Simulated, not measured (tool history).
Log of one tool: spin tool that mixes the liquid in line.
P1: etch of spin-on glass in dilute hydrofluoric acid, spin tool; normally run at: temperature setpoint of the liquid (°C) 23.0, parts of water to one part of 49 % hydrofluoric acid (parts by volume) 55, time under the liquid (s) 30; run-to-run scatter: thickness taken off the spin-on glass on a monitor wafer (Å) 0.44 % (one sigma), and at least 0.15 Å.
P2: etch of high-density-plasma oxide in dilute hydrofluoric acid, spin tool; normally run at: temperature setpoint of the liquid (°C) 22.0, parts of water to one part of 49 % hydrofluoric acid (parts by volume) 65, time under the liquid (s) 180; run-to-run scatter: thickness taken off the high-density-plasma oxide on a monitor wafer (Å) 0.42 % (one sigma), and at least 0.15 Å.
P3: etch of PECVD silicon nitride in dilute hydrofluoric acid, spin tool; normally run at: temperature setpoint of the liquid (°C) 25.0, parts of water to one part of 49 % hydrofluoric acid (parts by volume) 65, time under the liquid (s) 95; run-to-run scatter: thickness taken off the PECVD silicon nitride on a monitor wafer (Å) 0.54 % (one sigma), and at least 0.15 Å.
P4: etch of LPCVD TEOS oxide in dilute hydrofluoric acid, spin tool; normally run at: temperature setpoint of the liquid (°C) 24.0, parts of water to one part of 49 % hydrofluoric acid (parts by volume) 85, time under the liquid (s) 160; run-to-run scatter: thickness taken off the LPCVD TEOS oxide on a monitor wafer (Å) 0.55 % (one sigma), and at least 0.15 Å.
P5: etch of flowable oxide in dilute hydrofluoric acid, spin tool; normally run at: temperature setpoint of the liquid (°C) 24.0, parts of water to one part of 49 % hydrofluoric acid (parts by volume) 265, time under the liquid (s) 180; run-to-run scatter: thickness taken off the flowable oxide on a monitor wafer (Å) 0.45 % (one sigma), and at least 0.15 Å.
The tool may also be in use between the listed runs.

run   hour  process that ran  temperature setpoint of the liquid (°C)  parts of water to one part of 49 % hydrofluoric acid (parts by volume)  time under the liquid (s)  hours since the thermometer was replaced  hours since the hydrofluoric acid flow meter was replaced  thickness taken off the spin-on glass on a monitor wafer (Å)  thickness taken off the LPCVD TEOS oxide on a monitor wafer (Å)  thickness taken off the high-density-plasma oxide on a monitor wafer (Å)  thickness taken off the PECVD silicon nitride on a monitor wafer (Å)  thickness taken off the flowable oxide on a monitor wafer (Å)
  1    4.6                P1                                     23.0                                                                      55                         30                                     919.1                                                     1242.1                                                        245.92
  2   11.0                P1                                     23.0                                                                      55                         30                                     925.5                                                     1248.5                                                        245.49
  3   15.5                P1                                     23.0                                                                      55                         30                                     930.0                                                     1253.0                                                        244.39
  4   20.3                P4                                     24.0                                                                      85                        160                                     934.8                                                     1257.8                                                                                                                        326.980
  5   26.8                P2                                     22.0                                                                     100                        180                                     941.3                                                     1264.3                                                                                                                                                                                                   89.737
  6   32.0                P2                                     17.0                                                                      65                        180                                     946.5                                                     1269.5                                                                                                                                                                                                  116.160
  7   35.7                P1                                     23.0                                                                      55                         15                                     950.2                                                     1273.2                                                        123.25
  8   41.8                P3                                     25.0                                                                      65                         95                                     956.3                                                     1279.3                                                                                                                                                                                                                                                                         66.456
  9   45.2                P3                                     25.0                                                                      25                         95                                     959.7                                                     1282.7                                                                                                                                                                                                                                                                        169.050
 10   49.1                P4                                     24.0                                                                      85                        160                                     963.6                                                     1286.6                                                                                                                        326.250
 11   53.6                P5                                     18.0                                                                     265                        180                                     968.1                                                     1291.1                                                                                                                                                                                                                                                                                                                                       131.550
      55.0  -- hydrofluoric acid flow meter replaced
 12   60.4                P3                                     25.0                                                                      65                         95                                     974.9                                                        5.4                                                                                                                                                                                                                                                                         66.873
 13   64.3                P3                                     25.0                                                                      65                        180                                     978.8                                                        9.3                                                                                                                                                                                                                                                                        125.090
 14   69.8                P1                                     29.5                                                                      55                         30                                     984.3                                                       14.8                                                        319.79
 15   73.6                P1                                     23.0                                                                      55                         30                                     988.1                                                       18.6                                                        247.42
 16   80.3                P5                                     24.0                                                                     265                        180                                     994.8                                                       25.3                                                                                                                                                                                                                                                                                                                                       161.490
 17   85.3                P1                                     23.0                                                                      55                         30                                     999.8                                                       30.3                                                        245.36
 18   91.8                P1                                     23.0                                                                      95                         30                                    1006.3                                                       36.8                                                        136.08
 19   96.0                P4                                     24.0                                                                     145                        160                                    1010.5                                                       41.0                                                                                                                        176.770
 20   99.7                P1                                     23.0                                                                      55                         30                                    1014.2                                                       44.7                                                        242.97
 21  105.5                P5                                     24.0                                                                     265                         15                                    1020.0                                                       50.5                                                                                                                                                                                                                                                                                                                                        13.791
 22  108.8                P2                                     22.0                                                                      65                        180                                    1023.3                                                       53.8                                                                                                                                                                                                  143.910
 23  115.1                P1                                     23.0                                                                      55                         55                                    1029.6                                                       60.1                                                        450.57
 24  118.2                P1                                     23.0                                                                      20                         30                                    1032.7                                                       63.2                                                        699.97
 25  123.2                P4                                     17.0                                                                      85                        160                                    1037.7                                                       68.2                                                                                                                        243.440
     127.2  -- thermometer replaced
 26  129.5                P3                                     31.0                                                                      65                         95                                       2.4                                                       74.5                                                                                                                                                                                                                                                                         98.641
 27  136.3                P1                                     27.0                                                                      55                         15                                       9.2                                                       81.3                                                        144.49
 28  141.6                P4                                     24.0                                                                      85                         40                                      14.5                                                       86.6                                                                                                                         82.529
 29  146.8                P1                                     23.0                                                                      55                         30                                      19.7                                                       91.8                                                        245.88
 30  152.0                P2                                     22.0                                                                      65                        300                                      24.9                                                       97.0                                                                                                                                                                                                  240.090
 31  158.9                P5                                     24.0                                                                      70                        180                                      31.8                                                      103.9                                                                                                                                                                                                                                                                                                                                       771.800
 32  164.5                P1                                     17.0                                                                      55                         30                                      37.4                                                      109.5                                                        190.19
 33  169.3                P1                                     23.0                                                                      55                         30                                      42.2                                                      114.3                                                        246.68
 34  174.6                P1                                     23.0                                                                      55                         30                                      47.5                                                      119.6                                                        235.68
 35  181.6                P1                                     23.0                                                                      55                         30                                      54.5                                                      126.6                                                        232.23
 36  184.8                P1                                     23.0                                                                      55                         30                                      57.7                                                      129.8                                                        230.68
 37  190.0                P1                                     23.0                                                                      55                         30                                      62.9                                                      135.0                                                        226.98
 38  193.2                P1                                     23.0                                                                      55                         30                                      66.1                                                      138.2                                                        228.92
 39  198.3                P1                                     23.0                                                                      55                         30                                      71.2                                                      143.3                                                        226.65
 40  202.2                P1                                     23.0                                                                      55                         30                                      75.1                                                      147.2                                                        227.07

What P1 gives has crept away from where it was. These 2 causes fit the log equally well, each at the size given:
A: hydrofluoric acid flow below the setpoint (%) = 7.24
B: liquid colder than its thermometer reads (K) = 1.94
The creep began at about hour 169.3.

4 check runs are offered, one wafer each, their results left as question marks. Which one tells the causes apart?
check 1  206.1                P3                                     30.5                                                                      65                         95                                                                                                                                                                                                                                                                                                                                                                                   ?
check 2  206.1                P2                                     22.0                                                                      85                        260                                                                                                                                                                                                                                                                                                             ?
check 3  206.1                P5                                     24.0                                                                     105                        180                                                                                                                                                                                                                                                                                                                                                                                                                                                  ?
check 4  206.1                P4                                     20.5                                                                      85                         70                                                                                                                                                                                                                                   ?

What each check would give under each cause:
  check                                                                    result     if A     if B
check 1      thickness taken off the PECVD silicon nitride on a monitor wafer (Å)   88.504   84.226
check 2  thickness taken off the high-density-plasma oxide on a monitor wafer (Å)  142.400  142.860
check 3             thickness taken off the flowable oxide on a monitor wafer (Å)  451.220  454.780
check 4           thickness taken off the LPCVD TEOS oxide on a monitor wafer (Å)  114.370  114.590
How far apart the two closest causes lie, in the result that separates them most: check 1 4.95 %; check 2 0.33 %; check 3 0.79 %; check 4 0.19 %
Only check 1 tells the causes apart: in the others they would give nearly the same result.

Then check 1 was run and gave: thickness taken off the PECVD silicon nitride on a monitor wafer (Å) 84.859. Which cause is it?

It is B: liquid colder than its thermometer reads (K).

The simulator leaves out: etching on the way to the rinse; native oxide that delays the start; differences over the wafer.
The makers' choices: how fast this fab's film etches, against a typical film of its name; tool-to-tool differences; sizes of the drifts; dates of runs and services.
